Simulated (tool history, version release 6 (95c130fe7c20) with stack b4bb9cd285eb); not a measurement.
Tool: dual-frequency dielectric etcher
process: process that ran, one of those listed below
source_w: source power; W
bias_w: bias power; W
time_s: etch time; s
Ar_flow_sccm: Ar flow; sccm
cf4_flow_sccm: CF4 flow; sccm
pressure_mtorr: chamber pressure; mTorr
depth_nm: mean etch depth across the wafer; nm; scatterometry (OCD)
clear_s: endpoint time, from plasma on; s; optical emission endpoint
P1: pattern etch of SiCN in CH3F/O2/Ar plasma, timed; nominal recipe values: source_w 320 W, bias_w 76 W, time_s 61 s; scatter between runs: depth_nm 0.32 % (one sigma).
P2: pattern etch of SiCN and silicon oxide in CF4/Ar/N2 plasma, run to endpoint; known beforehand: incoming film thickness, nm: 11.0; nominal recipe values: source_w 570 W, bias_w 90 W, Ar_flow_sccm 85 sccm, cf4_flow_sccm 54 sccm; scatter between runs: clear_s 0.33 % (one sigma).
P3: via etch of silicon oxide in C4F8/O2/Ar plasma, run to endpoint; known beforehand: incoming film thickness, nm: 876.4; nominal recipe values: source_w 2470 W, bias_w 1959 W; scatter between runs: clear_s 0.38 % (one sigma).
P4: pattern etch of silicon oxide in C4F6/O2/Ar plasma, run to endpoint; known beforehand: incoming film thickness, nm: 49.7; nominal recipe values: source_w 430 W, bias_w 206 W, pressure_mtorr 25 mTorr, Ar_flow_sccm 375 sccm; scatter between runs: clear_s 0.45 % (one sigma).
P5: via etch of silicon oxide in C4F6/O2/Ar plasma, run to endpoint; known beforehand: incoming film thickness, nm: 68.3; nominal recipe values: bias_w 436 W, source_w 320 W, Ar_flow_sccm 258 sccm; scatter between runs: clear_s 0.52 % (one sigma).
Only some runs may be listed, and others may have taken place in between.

run	day	process	source_w	bias_w	time_s	Ar_flow_sccm	cf4_flow_sccm	pressure_mtorr	hours since the last wet clean	hours since the last source power generator calibration	hours since the last bias power generator calibration	depth_nm	clear_s
1	0.154	P1	320	76	61				218.9	935.6	2833.1	22.502	
2	0.288	P1	320	76	61				222.1	938.8	2836.3	22.374	
3	0.475	P2	570	90		85	54		226.6	943.3	2840.8		9.6215
4	0.671	P1	270	76	85.5				231.3	948	2845.5	29.298	
5	0.762	P1	320	76	86				233.5	950.2	2847.7	31.553	
6	0.879	P1	320	58	61				236.3	953	2850.5	20.356	
7	0.979	P1	320	76	61				238.7	955.4	2852.9	22.516	
8	1.158	P4	430	139		375		25	243	959.7	2857.2		16.485
9	1.25	P4	430	206		273		25	245.2	961.9	2859.4		14.264
10	1.388	P1	420	76	61				248.5	965.2	2862.7	24.886	
11	1.508	P3	2470	1959					251.4	968.1	2865.6		162.97
12	1.638	P4	280	206		375		25	254.5	971.2	2868.7		17.256
13	1.808	P2	570	110		85	54		258.6	975.3	2872.8		8.8974
14	1.988	P2	570	90		85	54		262.9	979.6	2877.1		9.6395
15	2.083	P4	430	206		375		33	265.2	981.9	2879.4		15.007
16	2.238	P2	740	90		85	54		268.9	985.6	2883.1		7.6027
17	2.371	P1	320	76	61				272.1	988.8	2886.3	22.413	
18	2.492	P2	570	90		104	54		275	991.7	2889.2		9.8216
19	2.588	P1	240	76	61				277.3	994	2891.5	20.179	
20	2.679	P1	450	76	78				279.5	996.2	2893.7	32.533	
21	2.812	P4	430	206		375		25	282.7	999.4	2896.9		14.56
22	2.925	P5	320	436		258			285.4	1002.1	2899.6		16.797
23	3.017	P3	2470	1959					287.6	1004.3	2901.8		163.19
24	3.142	P5	320	436		345			290.6	1007.3	2904.8		17.309
25	3.346	P1	320	76	44.5				295.5	1012.2	2909.7	16.349	
26	3.542	P1	320	76	61				300.2	1016.9	2914.4	22.288	
27	3.638	P1	320	92	61				302.5	1019.2	2916.7	24.151	
28	3.804	P5	200	436		258			306.5	1023.2	2920.7		20.006
29	3.996	P3	1720	1959					311.1	1027.8	2925.3		188.08
30	4.083	P3	2470	2710					313.2	1029.9	2927.4		147.82
31	4.271	P5	320	334		258			317.7	1034.4	2931.9		18.533
32	4.433	P2	570	90		85	72		321.6	1038.3	2935.8		9.2187
33	4.592	P1	320	76	61				325.4	1042.1	2939.6	22.41	
34	4.7	P1	320	76	61				328	1044.7	2942.2	22.458	
35	4.833	P1	320	76	61				331.2	1047.9	2945.4	22.671	
36	4.95	P1	320	76	61				334	1050.7	2948.2	22.59	
37	5.092	P1	320	76	61				337.4	1054.1	2951.6	22.613	
38	5.271	P1	320	76	61				341.7	1058.4	2955.9	22.785	
39	5.471	P1	320	76	61				346.5	1063.2	2960.7	22.748	
# day 5.479: wet clean of the chamber
40	5.604	P1	320	76	61				3	1066.4	2963.9	22.907	
41	5.804	P1	320	76	61				7.8	1071.2	2968.7	22.742	

P1 has crept away from where it was. The log is fitted equally well by each of these 2 causes, at the sizes shown:
A: bias power that arrives over what is set, % = 4.67
B: source power that arrives over what is set, % = 4.57
The creep began at about day 4.592.
What rules out each remaining cause:
chamber walls in a state that raises the etch rate, %: work on it at day 5.479, done after the drift set in, did not restore what the process gave before

Which of the 4 check runs listed below, each an average over 2 wafers with its results shown as question marks, gives clearly different results under the different listed causes?
check 1	6.004	P2	570	90		85	54						?
check 2	6.004	P5	320	436		258							?
check 3	6.004	P3	2470	1959									?
check 4	6.004	P4	430	206		375		25					?

What each check would give under each cause:
check	result	if A	if B
check 1	clear_s	9.4458	9.2304
check 2	clear_s	16.507	16.515
check 3	clear_s	160.87	160.05
check 4	clear_s	14.364	14.329
Per-check spread between the two closest causes, in the result where they differ most: check 1 2.31 %; check 2 0.04 %; check 3 0.51 %; check 4 0.25 %
Only in check 1 would the causes give clearly different results; in the remaining checks their results would be nearly the same.

Here is what check 1 returned: clear_s 9.2297 s. Which cause is it?

Of the candidate causes, it is B: source power that arrives over what is set, %.
